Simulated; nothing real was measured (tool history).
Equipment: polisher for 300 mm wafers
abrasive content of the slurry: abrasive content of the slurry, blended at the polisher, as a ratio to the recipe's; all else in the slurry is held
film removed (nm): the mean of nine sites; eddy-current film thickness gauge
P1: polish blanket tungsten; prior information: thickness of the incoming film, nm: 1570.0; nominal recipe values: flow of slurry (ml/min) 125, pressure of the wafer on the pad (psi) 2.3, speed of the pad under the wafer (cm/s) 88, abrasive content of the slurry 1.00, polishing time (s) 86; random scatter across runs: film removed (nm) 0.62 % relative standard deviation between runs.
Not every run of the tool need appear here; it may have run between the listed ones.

run	day	flow of slurry (ml/min)	pressure of the wafer on the pad (psi)	speed of the pad under the wafer (cm/s)	abrasive content of the slurry	polishing time (s)	wafers polished on this pad	hours since the slurry nozzle was cleaned	hours since the head pressure was calibrated	hours since the slurry blender was calibrated	hours since the slurry got fresh peroxide	film removed (nm)
1	0.458	125	2.3	88	1.00	86	649	154.2	774.7	142.6	45.0	196.700
2	0.912	125	2.3	88	1.00	86	725	165.1	785.6	153.5	55.9	196.350
3	1.154	125	2.3	88	1.00	86	765	170.9	791.4	159.3	61.7	196.590
4	1.371	125	2.3	56	1.00	86	801	176.1	796.6	164.5	66.9	123.870
5	1.667	125	2.3	88	1.00	135	850	183.2	803.7	171.6	74.0	311.950
6	1.979	125	2.3	136	1.00	86	902	190.7	811.2	179.1	81.5	302.100
7	2.329	125	2.3	88	1.00	86	960	199.1	819.6	187.5	89.9	197.580
8	2.767	125	2.3	88	1.45	86	1033	209.6	830.1	198.0	100.4	214.170
9	3.033	200	2.3	88	1.00	86	1078	216.0	836.5	204.4	106.8	213.200
10	3.442	125	2.3	88	1.00	39	1146	225.8	846.3	214.2	116.6	89.298
11	3.704	75	2.3	88	1.00	86	1189	232.1	852.6	220.5	122.9	172.180
12	3.933	125	2.3	88	1.00	86	1228	237.6	858.1	226.0	128.4	195.120
13	4.338	125	3.5	88	1.00	86	1295	247.3	867.8	235.7	138.1	299.480
14	4.704	125	1.2	88	1.00	86	1356	256.1	876.6	244.5	146.9	101.810
15	5.046	125	2.3	88	1.00	86	1413	264.3	884.8	252.7	155.1	195.890
16	5.425	125	2.8	88	1.45	86	1476	273.4	893.9	261.8	164.2	260.560
17	5.746	125	2.3	88	0.55	86	1529	281.1	901.6	269.5	171.9	170.710
18	6.092	125	2.3	88	1.00	86	1587	289.4	909.9	277.8	180.2	197.170
19	6.404	125	2.3	88	1.00	86	1639	296.9	917.4	285.3	187.7	192.550
20	6.696	125	2.3	88	1.00	86	1688	303.9	924.4	292.3	194.7	189.410
21	7.033	125	2.3	88	1.00	86	1744	312.0	932.5	300.4	202.8	186.230
22	7.483	125	2.3	88	1.00	86	1819	322.8	943.3	311.2	213.6	183.770
# day 7.642: head pressure recalibrated
23	7.754	125	2.3	88	1.00	86	1864	329.3	2.8	317.7	220.1	181.900
# day 8.058: slurry blender recalibrated
# day 8.083: slurry tank refilled with fresh slurry and peroxide
24	8.200	125	2.3	88	1.00	86	1938	340.0	13.5	3.4	2.8	182.570
25	8.538	125	2.3	88	1.00	86	1994	348.1	21.6	11.5	10.9	180.090
26	8.767	125	2.3	88	1.00	86	2032	353.6	27.1	17.0	16.4	178.600
27	9.192	125	2.3	88	1.00	86	2103	363.8	37.3	27.2	26.6	179.670

The output of P1 has drifted from where it used to be. Each of the 2 causes below, taken at the size shown beside it, accounts for the log equally well:
A: slurry flow missing at the pad, % = 30.5
B: removal rate lost through wear of the pad, % = 8.43
Onset of the creep was near day 6.092.
The rest of the possible causes, and what rules out each one:
head's pressure below its setpoint, %: work on it at day 7.642, done after the drift set in, did not restore what the process gave before
abrasive missing from the slurry, %: work on it at day 8.058, done after the drift set in, did not restore what the process gave before
peroxide lost from the slurry, %: work on it at day 8.083, done after the drift set in, did not restore what the process gave before

4 check runs are offered, one wafer each, their results left as question marks. Which one tells the causes apart?
check 1	9.617	125	2.3	88	1.25	132						?
check 2	9.617	125	2.3	124	1.00	86						?
check 3	9.617	125	2.3	66	1.00	61						?
check 4	9.617	75	2.3	88	1.40	86						?

Check results expected under each cause:
check	result	if A	if B
check 1	film removed (nm)	290.830	290.800
check 2	film removed (nm)	253.130	253.100
check 3	film removed (nm)	95.564	95.554
check 4	film removed (nm)	162.670	170.630
Per-check spread between the two closest causes, in the result where they differ most: check 1 0.01 %; check 2 0.01 %; check 3 0.01 %; check 4 4.78 %
Only check 4 tells the causes apart: in the others they would give nearly the same result.

Running check 4 produced the following: film removed (nm) 162.800. Which one of the listed causes fits?

The correct cause is A, namely: slurry flow missing at the pad, %.
